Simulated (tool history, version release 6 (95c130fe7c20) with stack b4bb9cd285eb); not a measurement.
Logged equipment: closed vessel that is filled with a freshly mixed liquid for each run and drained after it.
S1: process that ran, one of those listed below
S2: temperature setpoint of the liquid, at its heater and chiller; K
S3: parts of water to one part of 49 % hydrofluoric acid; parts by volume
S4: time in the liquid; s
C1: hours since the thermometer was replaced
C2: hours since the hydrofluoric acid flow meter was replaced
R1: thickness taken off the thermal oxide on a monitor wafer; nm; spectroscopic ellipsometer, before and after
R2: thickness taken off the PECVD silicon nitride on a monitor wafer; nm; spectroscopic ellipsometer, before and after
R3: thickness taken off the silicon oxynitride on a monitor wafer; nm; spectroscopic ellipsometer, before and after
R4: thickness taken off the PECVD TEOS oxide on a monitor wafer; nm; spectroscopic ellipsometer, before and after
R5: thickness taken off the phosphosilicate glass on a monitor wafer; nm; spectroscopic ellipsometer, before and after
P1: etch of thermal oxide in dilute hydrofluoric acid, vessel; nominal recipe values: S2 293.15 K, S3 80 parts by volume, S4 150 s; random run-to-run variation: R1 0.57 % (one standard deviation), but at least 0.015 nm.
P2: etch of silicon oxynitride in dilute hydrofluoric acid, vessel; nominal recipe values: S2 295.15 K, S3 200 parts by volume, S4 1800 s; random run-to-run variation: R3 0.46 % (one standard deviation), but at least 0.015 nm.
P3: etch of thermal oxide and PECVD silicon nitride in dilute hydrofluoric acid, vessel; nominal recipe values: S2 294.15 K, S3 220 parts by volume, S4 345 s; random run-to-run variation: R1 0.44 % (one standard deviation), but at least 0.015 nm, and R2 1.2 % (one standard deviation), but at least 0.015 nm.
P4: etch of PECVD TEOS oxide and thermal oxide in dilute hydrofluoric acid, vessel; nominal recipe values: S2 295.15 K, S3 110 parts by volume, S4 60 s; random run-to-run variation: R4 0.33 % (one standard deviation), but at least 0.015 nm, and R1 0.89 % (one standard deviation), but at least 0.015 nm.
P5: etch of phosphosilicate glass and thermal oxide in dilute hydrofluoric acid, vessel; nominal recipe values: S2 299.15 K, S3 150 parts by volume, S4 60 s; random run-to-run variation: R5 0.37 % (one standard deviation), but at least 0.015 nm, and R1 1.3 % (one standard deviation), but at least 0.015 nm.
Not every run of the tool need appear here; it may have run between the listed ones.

| run | hour | S1 | S2 | S3 | S4 | C1 | C2 | R1 | R2 | R3 | R4 | R5 |
|---|---|---|---|---|---|---|---|---|---|---|---|---|
| 1 | 10.4 | P1 | 293.15 | 80 | 150 | 919.1 | 651.8 | 7.7095 |  |  |  |  |
| 2 | 24 | P1 | 300.15 | 130 | 150 | 932.7 | 665.4 | 5.9136 |  |  |  |  |
| 3 | 37.1 | P3 | 294.15 | 395 | 345 | 945.8 | 678.5 | 2.6324 | 1.24 |  |  |  |
| 4 | 50.2 | P1 | 293.15 | 80 | 150 | 958.9 | 691.6 | 7.7346 |  |  |  |  |
| 5 | 62.1 | P1 | 293.15 | 80 | 70 | 970.8 | 703.5 | 3.6215 |  |  |  |  |
| 6 | 74.2 | P3 | 301.65 | 220 | 345 | 982.9 | 715.6 | 7.1701 | 3.608 |  |  |  |
| 7 | 82.3 | P1 | 290.15 | 80 | 150 | 991 | 723.7 | 6.8229 |  |  |  |  |
| 8 | 89.4 | P2 | 295.15 | 200 | 1800 | 998.1 | 730.8 |  |  | 30.788 |  |  |
| 9 | 95.8 | P4 | 301.65 | 110 | 60 | 1004.5 | 737.2 | 3.0327 |  |  | 13.363 |  |
| 10 | 109.2 | P5 | 299.15 | 150 | 105 | 1017.9 | 750.6 | 3.3761 |  |  |  | 47.3 |
| 11 | 117.1 | P3 | 294.15 | 220 | 30 | 1025.8 | 758.5 | 0.49084 | 0.17507 |  |  |  |
| 12 | 127.2 | P1 | 293.15 | 20 | 150 | 1035.9 | 768.6 | 33.464 |  |  |  |  |
| 13 | 139.2 | P4 | 295.15 | 110 | 30 | 1047.9 | 780.6 | 1.1713 |  |  | 5.2354 |  |
| 14 | 147 | P1 | 293.15 | 80 | 150 | 1055.7 | 788.4 | 7.789 |  |  |  |  |
| 15 | 160.4 | P1 | 299.15 | 80 | 150 | 1069.1 | 801.8 | 9.812 |  |  |  |  |
| 16 | 168.3 | P5 | 303.15 | 150 | 60 | 1077 | 809.7 | 2.1996 |  |  |  | 31.358 |
| 17 | 174.6 | P1 | 290.15 | 125 | 150 | 1083.3 | 816 | 4.1719 |  |  |  |  |
| 18 | 185.7 | P1 | 293.15 | 80 | 300 | 1094.4 | 827.1 | 15.512 |  |  |  |  |
| 19 | 198.5 | P1 | 293.15 | 80 | 150 | 1107.2 | 839.9 | 7.7882 |  |  |  |  |
| 20 | 210.4 | P4 | 295.15 | 110 | 60 | 1119.1 | 851.8 | 2.3985 |  |  | 10.462 |  |
| 21 | 223 | P2 | 295.15 | 200 | 70 | 1131.7 | 864.4 |  |  | 1.2268 |  |  |
| 22 | 234.9 | P3 | 294.15 | 220 | 345 | 1143.6 | 876.3 | 5.4879 | 2.2206 |  |  |  |
| 23 | 242.7 | P1 | 293.15 | 120 | 150 | 1151.4 | 884.1 | 4.9759 |  |  |  |  |
| 24 | 255.8 | P4 | 295.15 | 45 | 60 | 1164.5 | 897.2 | 6.3249 |  |  | 27.526 |  |
| 25 | 262.2 | P2 | 290.65 | 200 | 1800 | 1170.9 | 903.6 |  |  | 25.139 |  |  |
| 26 | 274.2 | P1 | 293.15 | 80 | 150 | 1182.9 | 915.6 | 7.7549 |  |  |  |  |
| 27 | 285.1 | P4 | 295.15 | 110 | 60 | 1193.8 | 926.5 | 2.3818 |  |  | 10.411 |  |
| 28 | 293.3 | P5 | 299.15 | 75 | 60 | 1202 | 934.7 | 4.1865 |  |  |  | 59.826 |
| 29 | 306.3 | P1 | 293.15 | 80 | 150 | 1215 | 947.7 | 7.7032 |  |  |  |  |
| 30 | 313 | P3 | 294.15 | 220 | 345 | 1221.7 | 954.4 | 5.486 | 2.1928 |  |  |  |
| 31 | 321.6 | P2 | 295.15 | 200 | 1800 | 1230.3 | 963 |  |  | 30.689 |  |  |
| 32 | 331.6 | P2 | 295.15 | 325 | 1800 | 1240.3 | 973 |  |  | 17.486 |  |  |
| 33 | 340.3 | P5 | 299.15 | 150 | 60 | 1249 | 981.7 | 1.8868 |  |  |  | 27.089 |
| 34 | 351.6 | P1 | 293.15 | 80 | 150 | 1260.3 | 993 | 7.7608 |  |  |  |  |
| 35 | 361.9 | P1 | 293.15 | 80 | 150 | 1270.6 | 1003.3 | 7.9809 |  |  |  |  |
| 36 | 369.8 | P1 | 293.15 | 80 | 150 | 1278.5 | 1011.2 | 8.0936 |  |  |  |  |
| 37 | 379.6 | P1 | 293.15 | 80 | 150 | 1288.3 | 1021 | 8.1696 |  |  |  |  |
| 38 | 392.6 | P1 | 293.15 | 80 | 150 | 1301.3 | 1034 | 8.2213 |  |  |  |  |

Expected results for the next run?
| 39 | 405.3 | P1 | 293.15 | 80 | 150 | 1314 | 1046.7 | ? |  |  |  |  |

{"run 39": {"R1": 8.1652}}
